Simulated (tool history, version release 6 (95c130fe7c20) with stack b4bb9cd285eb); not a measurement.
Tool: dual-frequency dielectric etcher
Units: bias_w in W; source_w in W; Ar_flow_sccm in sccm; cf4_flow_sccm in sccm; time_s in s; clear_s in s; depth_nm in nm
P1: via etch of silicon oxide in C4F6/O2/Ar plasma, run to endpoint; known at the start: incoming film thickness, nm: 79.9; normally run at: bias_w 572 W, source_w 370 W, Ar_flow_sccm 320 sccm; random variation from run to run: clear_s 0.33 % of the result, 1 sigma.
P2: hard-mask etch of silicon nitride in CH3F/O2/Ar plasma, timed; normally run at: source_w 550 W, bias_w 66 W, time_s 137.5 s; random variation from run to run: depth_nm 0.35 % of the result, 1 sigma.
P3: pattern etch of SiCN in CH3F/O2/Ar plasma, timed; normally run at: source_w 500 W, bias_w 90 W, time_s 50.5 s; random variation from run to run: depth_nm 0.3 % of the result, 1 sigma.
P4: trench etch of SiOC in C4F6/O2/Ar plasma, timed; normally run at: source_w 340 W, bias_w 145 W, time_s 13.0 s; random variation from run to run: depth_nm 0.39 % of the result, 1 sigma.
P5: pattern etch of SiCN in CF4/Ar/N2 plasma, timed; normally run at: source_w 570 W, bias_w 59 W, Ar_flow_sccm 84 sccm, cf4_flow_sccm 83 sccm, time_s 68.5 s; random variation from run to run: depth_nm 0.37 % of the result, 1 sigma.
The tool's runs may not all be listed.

| run | day | process | bias_w | source_w | Ar_flow_sccm | cf4_flow_sccm | time_s | clear_s | depth_nm |
|---|---|---|---|---|---|---|---|---|---|
| 1 | 0.321 | P1 | 572 | 370 | 320 |  |  | 17.982 |  |
| 2 | 0.604 | P5 | 59 | 570 | 84 | 83 | 68.5 |  | 71.678 |
| 3 | 0.746 | P3 | 90 | 500 |  |  | 50.5 |  | 22.391 |
| 4 | 0.946 | P2 | 66 | 550 |  |  | 189.0 |  | 144.070 |
| 5 | 1.171 | P4 | 145 | 340 |  |  | 13.0 |  | 24.651 |
| 6 | 1.325 | P2 | 66 | 430 |  |  | 137.5 |  | 94.935 |
| 7 | 1.583 | P3 | 122 | 500 |  |  | 50.5 |  | 25.092 |
| 8 | 1.771 | P1 | 572 | 370 | 320 |  |  | 17.828 |  |
| 9 | 2.004 | P1 | 671 | 370 | 258 |  |  | 16.349 |  |
| 10 | 2.208 | P1 | 572 | 370 | 320 |  |  | 17.859 |  |
| 11 | 2.429 | P5 | 59 | 570 | 84 | 113 | 68.5 |  | 74.735 |
| 12 | 2.662 | P1 | 572 | 370 | 320 |  |  | 17.833 |  |
| 13 | 2.979 | P1 | 572 | 370 | 320 |  |  | 17.936 |  |
| 14 | 3.275 | P4 | 145 | 470 |  |  | 13.0 |  | 27.632 |
| 15 | 3.571 | P3 | 90 | 500 |  |  | 50.5 |  | 22.404 |
| 16 | 3.804 | P5 | 47 | 570 | 84 | 83 | 68.5 |  | 66.781 |
| 17 | 3.996 | P4 | 87 | 340 |  |  | 13.0 |  | 21.032 |
| 18 | 4.271 | P4 | 145 | 340 |  |  | 18.0 |  | 33.729 |
| 19 | 4.533 | P1 | 572 | 480 | 320 |  |  | 16.193 |  |
| 20 | 4.683 | P3 | 90 | 500 |  |  | 70.5 |  | 31.296 |
| 21 | 4.925 | P1 | 772 | 370 | 320 |  |  | 15.789 |  |
| 22 | 5.154 | P5 | 59 | 570 | 50 | 83 | 68.5 |  | 75.987 |
| 23 | 5.350 | P2 | 66 | 550 |  |  | 137.5 |  | 104.740 |
| 24 | 5.608 | P4 | 145 | 340 |  |  | 13.0 |  | 24.176 |
| 25 | 5.758 | P3 | 90 | 650 |  |  | 50.5 |  | 24.588 |
| 26 | 6.021 | P1 | 347 | 370 | 320 |  |  | 21.483 |  |
| 27 | 6.208 | P1 | 572 | 370 | 407 |  |  | 18.221 |  |
| 28 | 6.471 | P5 | 59 | 570 | 84 | 83 | 94.0 |  | 98.749 |
| 29 | 6.733 | P1 | 572 | 290 | 404 |  |  | 20.008 |  |
| 30 | 7.008 | P5 | 59 | 420 | 84 | 83 | 68.5 |  | 54.429 |
| 31 | 7.175 | P1 | 572 | 370 | 230 |  |  | 17.217 |  |
| 32 | 7.483 | P2 | 50 | 550 |  |  | 137.5 |  | 96.389 |
| 33 | 7.704 | P1 | 572 | 240 | 320 |  |  | 20.910 |  |
| 34 | 7.883 | P1 | 572 | 370 | 320 |  |  | 17.773 |  |
| 35 | 8.033 | P1 | 572 | 370 | 320 |  |  | 17.879 |  |
| 36 | 8.338 | P1 | 572 | 370 | 320 |  |  | 17.963 |  |
| 37 | 8.596 | P1 | 572 | 370 | 320 |  |  | 18.024 |  |
| 38 | 8.888 | P1 | 572 | 370 | 320 |  |  | 18.114 |  |
| 39 | 9.179 | P1 | 572 | 370 | 320 |  |  | 18.099 |  |
| 40 | 9.333 | P1 | 572 | 370 | 320 |  |  | 18.078 |  |
|  | 9.383 | Ar flow controller replaced |
|  | 9.517 | wet clean of the chamber |
| 41 | 9.558 | P1 | 572 | 370 | 320 |  |  | 18.073 |  |
| 42 | 9.771 | P1 | 572 | 370 | 320 |  |  | 18.041 |  |
| 43 | 9.938 | P1 | 572 | 370 | 320 |  |  | 18.148 |  |
| 44 | 10.208 | P1 | 572 | 370 | 320 |  |  | 18.184 |  |

What P1 gives has crept away from where it was. These 2 causes fit the log equally well, each at the size given:
A: bias power that arrives under what is set, % = 4.18
B: source power that arrives under what is set, % = 4.35
The creep began at about day 7.883.
Why every other cause is out:
chamber walls in a state that lowers the etch rate, %: serviced at day 9.517, which brought nothing back
Ar flow that arrives over what is set, %: serviced at day 9.383, which brought nothing back

4 check runs are offered, one wafer each, their results left as question marks. Which one tells the causes apart?
| check 1 | 10.479 | P2 | 66 | 430 |  |  | 180.5 |  | ? |
| check 2 | 10.479 | P5 | 50 | 570 | 84 | 83 | 68.5 |  | ? |
| check 3 | 10.479 | P3 | 90 | 590 |  |  | 50.5 |  | ? |
| check 4 | 10.479 | P4 | 93 | 340 |  |  | 13.0 |  | ? |

What each check would give under each cause:
| check | result | if A | if B |
|---|---|---|---|
| check 1 | depth_nm | 123.360 | 123.020 |
| check 2 | depth_nm | 67.191 | 65.381 |
| check 3 | depth_nm | 23.449 | 23.418 |
| check 4 | depth_nm | 21.184 | 21.049 |
How far apart the two closest causes lie, in the result that separates them most: check 1 0.28 %; check 2 2.73 %; check 3 0.13 %; check 4 0.64 %
Check 2 tells the causes apart: in the others they would give nearly the same result.

Check 2 was then run and gave: depth_nm 67.186 nm. Which cause is it?

It is A: bias power that arrives under what is set, %.

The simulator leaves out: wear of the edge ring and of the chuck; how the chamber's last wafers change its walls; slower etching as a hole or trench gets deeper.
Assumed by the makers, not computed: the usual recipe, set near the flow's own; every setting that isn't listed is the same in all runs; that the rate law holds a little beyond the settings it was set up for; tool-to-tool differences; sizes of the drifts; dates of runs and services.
